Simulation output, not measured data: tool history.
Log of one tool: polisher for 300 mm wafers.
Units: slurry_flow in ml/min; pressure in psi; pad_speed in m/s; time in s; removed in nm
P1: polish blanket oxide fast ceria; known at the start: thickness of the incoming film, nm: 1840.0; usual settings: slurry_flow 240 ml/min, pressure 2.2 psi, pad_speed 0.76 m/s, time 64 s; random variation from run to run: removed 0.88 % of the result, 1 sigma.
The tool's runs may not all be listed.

run   hour  slurry_flow  pressure  pad_speed  time  wafers polished on this pad  hours since the slurry nozzle was cleaned  hours since the head pressure was calibrated  removed
  1   12.5          240       2.2       0.76    64                          241                                       95.9                                         214.6   489.41
  2   25.0          320       2.2       0.76    64                          358                                      108.4                                         227.1   502.40
  3   34.2          240       2.2       0.76    34                          445                                      117.6                                         236.3   257.30
      35.3  -- slurry nozzle cleaned
  4   47.1          240       2.2       0.76   100                          566                                       11.8                                         249.2   756.75
  5   58.0          240       2.2       0.76    64                          668                                       22.7                                         260.1   486.86
  6   66.7          240       2.2       0.76    64                          750                                       31.4                                         268.8   485.94
  7   77.4          240       2.2       0.76    64                          850                                       42.1                                         279.5   489.09
  8   88.1          165       2.2       0.42    64                          951                                       52.8                                         290.2   254.58
  9   96.0          145       2.2       0.76    64                         1025                                       60.7                                         298.1   454.61
 10  103.5          240       2.2       0.40    64                         1096                                       68.2                                         305.6   252.82
 11  116.6          240       1.6       0.76    64                         1219                                       81.3                                         318.7   357.83
 12  124.0          240       2.2       1.06    64                         1288                                       88.7                                         326.1   687.79
 13  135.5          240       2.2       0.76    64                         1396                                      100.2                                         337.6   489.60
 14  147.6          240       3.5       0.76    64                         1510                                      112.3                                         349.7   774.36
 15  160.1          145       2.2       0.52    64                         1627                                      124.8                                         362.2   311.61
 16  172.5          240       2.2       0.76    64                         1744                                      137.2                                         374.6   496.26
 17  185.8          240       2.2       0.76    64                         1869                                      150.5                                         387.9   490.33
 18  193.6          340       2.2       1.08    64                         1942                                      158.3                                         395.7   713.64
 19  201.3          240       2.2       0.76    64                         2014                                      166.0                                         403.4   486.02
 20  209.8          240       2.2       0.76    64                         2094                                      174.5                                         411.9   488.35
 21  221.8          240       2.2       0.76    64                         2207                                      186.5                                         423.9   465.58
 22  230.4          240       2.2       0.76    64                         2288                                      195.1                                         432.5   458.43
 23  243.6          240       2.2       0.76    64                         2412                                      208.3                                         445.7   460.29
 24  250.3          240       2.2       0.76    64                         2475                                      215.0                                         452.4   460.46
 25  261.6          240       2.2       0.76    64                         2581                                      226.3                                         463.7   460.26
 26  267.6          240       2.2       0.76    64                         2637                                      232.3                                         469.7   463.31
     272.4  -- worn pad replaced by a new one
 27  277.1          240       2.2       0.76    64                           44                                      241.8                                         479.2   459.70
 28  287.2          240       2.2       0.76    64                          139                                      251.9                                         489.3   461.31
 29  296.8          240       2.2       0.76    64                          229                                      261.5                                         498.9   454.37
 30  307.0          240       2.2       0.76    64                          325                                      271.7                                         509.1   456.33

What P1 gives has crept away from where it was. These 2 causes fit the log equally well, each at the size given:
A: slurry flow missing at the pad, % = 39.3
B: head's pressure below its setpoint, % = 6.8
The creep began at about hour 201.3.
Why every other cause is out:
removal rate lost through wear of the pad, %: serviced at hour 272.4, which brought nothing back

4 check runs are offered, each on 3 wafers whose results are averaged, their results left as question marks. Which one tells the causes apart?
check 1  317.2          240       3.4       0.76    90                                                                                                                              ?
check 2  317.2          240       2.2       0.46    89                                                                                                                              ?
check 3  317.2          240       3.2       0.76    50                                                                                                                              ?
check 4  317.2          145       2.2       0.56    64                                                                                                                              ?

What each check would give under each cause:
  check   result    if A    if B
check 1  removed  989.01  988.95
check 2  removed  383.03  383.01
check 3  removed  517.13  517.10
check 4  removed  299.65  312.26
How far apart the two closest causes lie, in the result that separates them most: check 1 0.01 %; check 2 0.01 %; check 3 0.01 %; check 4 4.12 %
Only check 4 tells the causes apart: in the others they would give nearly the same result.

Then check 4 was run and gave: removed 312.23 nm. Which cause is it?

It is B: head's pressure below its setpoint, %.
